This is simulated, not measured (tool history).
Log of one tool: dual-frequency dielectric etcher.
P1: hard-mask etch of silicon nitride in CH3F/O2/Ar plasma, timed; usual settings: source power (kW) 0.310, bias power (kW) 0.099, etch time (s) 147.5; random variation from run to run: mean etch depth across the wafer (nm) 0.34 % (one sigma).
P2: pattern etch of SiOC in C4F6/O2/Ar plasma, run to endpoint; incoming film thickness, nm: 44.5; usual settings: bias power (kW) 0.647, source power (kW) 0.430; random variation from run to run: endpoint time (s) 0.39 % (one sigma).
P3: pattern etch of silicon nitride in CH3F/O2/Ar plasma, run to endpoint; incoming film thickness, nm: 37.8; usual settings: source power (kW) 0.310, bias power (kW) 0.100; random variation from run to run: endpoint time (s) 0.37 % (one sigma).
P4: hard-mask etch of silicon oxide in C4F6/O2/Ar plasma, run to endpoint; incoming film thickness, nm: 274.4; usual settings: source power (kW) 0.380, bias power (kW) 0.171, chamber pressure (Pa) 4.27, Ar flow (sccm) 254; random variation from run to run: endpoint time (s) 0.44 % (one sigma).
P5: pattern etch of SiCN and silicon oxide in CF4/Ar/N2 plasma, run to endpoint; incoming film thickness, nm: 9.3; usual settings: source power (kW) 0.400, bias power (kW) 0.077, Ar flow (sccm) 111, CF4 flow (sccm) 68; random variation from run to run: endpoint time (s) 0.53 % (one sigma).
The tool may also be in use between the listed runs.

| run | day | process that ran | source power (kW) | bias power (kW) | etch time (s) | Ar flow (sccm) | CF4 flow (sccm) | chamber pressure (Pa) | hours since the last wet clean | hours since the last source power generator calibration | hours since the last bias power generator calibration | mean etch depth across the wafer (nm) | endpoint time (s) |
|---|---|---|---|---|---|---|---|---|---|---|---|---|---|
| 1 | 0.583 | P1 | 0.310 | 0.099 | 147.5 |  |  |  | 194.4 | 1061.3 | 834.4 | 107.040 |  |
| 2 | 1.233 | P1 | 0.310 | 0.099 | 180.5 |  |  |  | 210.0 | 1076.9 | 850.0 | 130.260 |  |
| 3 | 2.017 | P5 | 0.400 | 0.077 |  | 134 | 68 |  | 228.8 | 1095.7 | 868.8 |  | 12.484 |
| 4 | 2.700 | P4 | 0.380 | 0.171 |  | 254 |  | 4.27 | 245.2 | 1112.1 | 885.2 |  | 90.160 |
| 5 | 3.371 | P5 | 0.400 | 0.054 |  | 111 | 68 |  | 261.3 | 1128.2 | 901.3 |  | 13.506 |
| 6 | 3.767 | P1 | 0.310 | 0.099 | 147.5 |  |  |  | 270.8 | 1137.7 | 910.8 | 107.570 |  |
| 7 | 4.192 | P2 | 0.520 | 0.647 |  |  |  |  | 281.0 | 1147.9 | 921.0 |  | 12.499 |
| 8 | 4.779 | P1 | 0.310 | 0.062 | 198.5 |  |  |  | 295.1 | 1162.0 | 935.1 | 122.000 |  |
| 9 | 5.229 | P3 | 0.310 | 0.066 |  |  |  |  | 305.9 | 1172.8 | 945.9 |  | 64.076 |
| 10 | 5.758 | P1 | 0.230 | 0.099 | 147.5 |  |  |  | 318.6 | 1185.5 | 958.6 | 95.939 |  |
| 11 | 6.192 | P1 | 0.310 | 0.077 | 147.5 |  |  |  | 329.0 | 1195.9 | 969.0 | 97.410 |  |
| 12 | 6.583 | P1 | 0.310 | 0.099 | 147.5 |  |  |  | 338.4 | 1205.3 | 978.4 | 106.170 |  |
| 13 | 7.288 | P2 | 0.430 | 0.647 |  |  |  |  | 355.3 | 1222.2 | 995.3 |  | 13.470 |
| 14 | 7.746 | P1 | 0.310 | 0.124 | 147.5 |  |  |  | 366.3 | 1233.2 | 1006.3 | 116.000 |  |
| 15 | 8.254 | P4 | 0.250 | 0.171 |  | 254 |  | 4.27 | 378.5 | 1245.4 | 1018.5 |  | 105.870 |
| 16 | 8.854 | P4 | 0.380 | 0.171 |  | 167 |  | 4.27 | 392.9 | 1259.8 | 1032.9 |  | 85.968 |
| 17 | 9.488 | P4 | 0.380 | 0.116 |  | 254 |  | 4.27 | 408.1 | 1275.0 | 1048.1 |  | 100.610 |
| 18 | 9.838 | P1 | 0.310 | 0.118 | 184.5 |  |  |  | 416.5 | 1283.4 | 1056.5 | 142.360 |  |
| 19 | 10.496 | P2 | 0.430 | 0.647 |  |  |  |  | 432.3 | 1299.2 | 1072.3 |  | 13.350 |
| 20 | 10.917 | P1 | 0.370 | 0.099 | 147.5 |  |  |  | 442.4 | 1309.3 | 1082.4 | 114.370 |  |
| 21 | 11.338 | P4 | 0.380 | 0.171 |  | 254 |  | 4.27 | 452.5 | 1319.4 | 1092.5 |  | 90.270 |
| 22 | 11.717 | P5 | 0.400 | 0.077 |  | 111 | 88 |  | 461.6 | 1328.5 | 1101.6 |  | 11.589 |
| 23 | 12.329 | P1 | 0.180 | 0.136 | 147.5 |  |  |  | 476.3 | 1343.2 | 1116.3 | 98.789 |  |
|  | 12.354 | source power generator calibrated |
| 24 | 12.825 | P3 | 0.430 | 0.100 |  |  |  |  | 488.2 | 11.4 | 1128.2 |  | 48.560 |
| 25 | 13.588 | P1 | 0.310 | 0.099 | 147.5 |  |  |  | 506.5 | 29.7 | 1146.5 | 106.500 |  |
| 26 | 14.092 | P2 | 0.430 | 0.895 |  |  |  |  | 518.6 | 41.8 | 1158.6 |  | 11.887 |
| 27 | 14.617 | P1 | 0.310 | 0.099 | 147.5 |  |  |  | 531.2 | 54.4 | 1171.2 | 106.900 |  |
| 28 | 15.004 | P4 | 0.380 | 0.171 |  | 254 |  | 5.93 | 540.5 | 63.7 | 1180.5 |  | 93.589 |
| 29 | 15.650 | P1 | 0.310 | 0.099 | 103.0 |  |  |  | 556.0 | 79.2 | 1196.0 | 74.779 |  |
| 30 | 16.254 | P5 | 0.400 | 0.077 |  | 111 | 68 |  | 570.5 | 93.7 | 1210.5 |  | 12.033 |
| 31 | 16.862 | P5 | 0.400 | 0.077 |  | 111 | 68 |  | 585.1 | 108.3 | 1225.1 |  | 11.981 |
| 32 | 17.388 | P3 | 0.310 | 0.100 |  |  |  |  | 597.7 | 120.9 | 1237.7 |  | 55.307 |
| 33 | 17.733 | P5 | 0.280 | 0.077 |  | 111 | 68 |  | 606.0 | 129.2 | 1246.0 |  | 16.452 |
| 34 | 18.325 | P1 | 0.310 | 0.099 | 147.5 |  |  |  | 620.2 | 143.4 | 1260.2 | 106.640 |  |
| 35 | 19.058 | P1 | 0.310 | 0.099 | 147.5 |  |  |  | 637.8 | 161.0 | 1277.8 | 105.770 |  |
| 36 | 19.804 | P1 | 0.310 | 0.099 | 147.5 |  |  |  | 655.7 | 178.9 | 1295.7 | 106.060 |  |
| 37 | 20.425 | P1 | 0.310 | 0.099 | 147.5 |  |  |  | 670.6 | 193.8 | 1310.6 | 105.690 |  |
| 38 | 20.858 | P1 | 0.310 | 0.099 | 147.5 |  |  |  | 681.0 | 204.2 | 1321.0 | 105.570 |  |
| 39 | 21.217 | P1 | 0.310 | 0.099 | 147.5 |  |  |  | 689.6 | 212.8 | 1329.6 | 104.960 |  |
| 40 | 21.762 | P1 | 0.310 | 0.099 | 147.5 |  |  |  | 702.7 | 225.9 | 1342.7 | 104.700 |  |
| 41 | 22.342 | P1 | 0.310 | 0.099 | 147.5 |  |  |  | 716.6 | 239.8 | 1356.6 | 104.630 |  |
| 42 | 22.971 | P1 | 0.310 | 0.099 | 147.5 |  |  |  | 731.7 | 254.9 | 1371.7 | 105.320 |  |
|  | 23.233 | wet clean of the chamber |
| 43 | 23.717 | P1 | 0.310 | 0.099 | 147.5 |  |  |  | 11.7 | 272.8 | 1389.6 | 104.850 |  |
| 44 | 24.262 | P1 | 0.310 | 0.099 | 147.5 |  |  |  | 24.8 | 285.9 | 1402.7 | 104.970 |  |
| 45 | 25.025 | P1 | 0.310 | 0.099 | 147.5 |  |  |  | 43.1 | 304.2 | 1421.0 | 104.930 |  |

What P1 gives has crept away from where it was. These 2 causes fit the log equally well, each at the size given:
A: source power that arrives under what is set, % = 4.59
B: bias power that arrives under what is set, % = 4.58
The creep began at about day 18.325.
Why every other cause is out:
chamber walls in a state that lowers the etch rate, %: serviced at day 23.233, which brought nothing back

4 check runs are offered, each on 3 wafers whose results are averaged, their results left as question marks. Which one tells the causes apart?
| check 1 | 25.788 | P4 | 0.380 | 0.138 |  | 191 |  | 4.27 |  |  |  |  | ? |
| check 2 | 25.788 | P2 | 0.430 | 0.894 |  |  |  |  |  |  |  |  | ? |
| check 3 | 25.788 | P5 | 0.340 | 0.054 |  | 111 | 68 |  |  |  |  |  | ? |
| check 4 | 25.788 | P3 | 0.370 | 0.100 |  |  |  |  |  |  |  |  | ? |

What each check would give under each cause:
| check | result | if A | if B |
|---|---|---|---|
| check 1 | endpoint time (s) | 95.280 | 94.837 |
| check 2 | endpoint time (s) | 12.004 | 12.026 |
| check 3 | endpoint time (s) | 16.379 | 15.956 |
| check 4 | endpoint time (s) | 52.498 | 52.485 |
How far apart the two closest causes lie, in the result that separates them most: check 1 0.47 %; check 2 0.18 %; check 3 2.62 %; check 4 0.02 %
Only check 3 tells the causes apart: in the others they would give nearly the same result.

Check 3 was then run and gave: endpoint time (s) 16.477. Which cause is it?

It is A: source power that arrives under what is set, %.
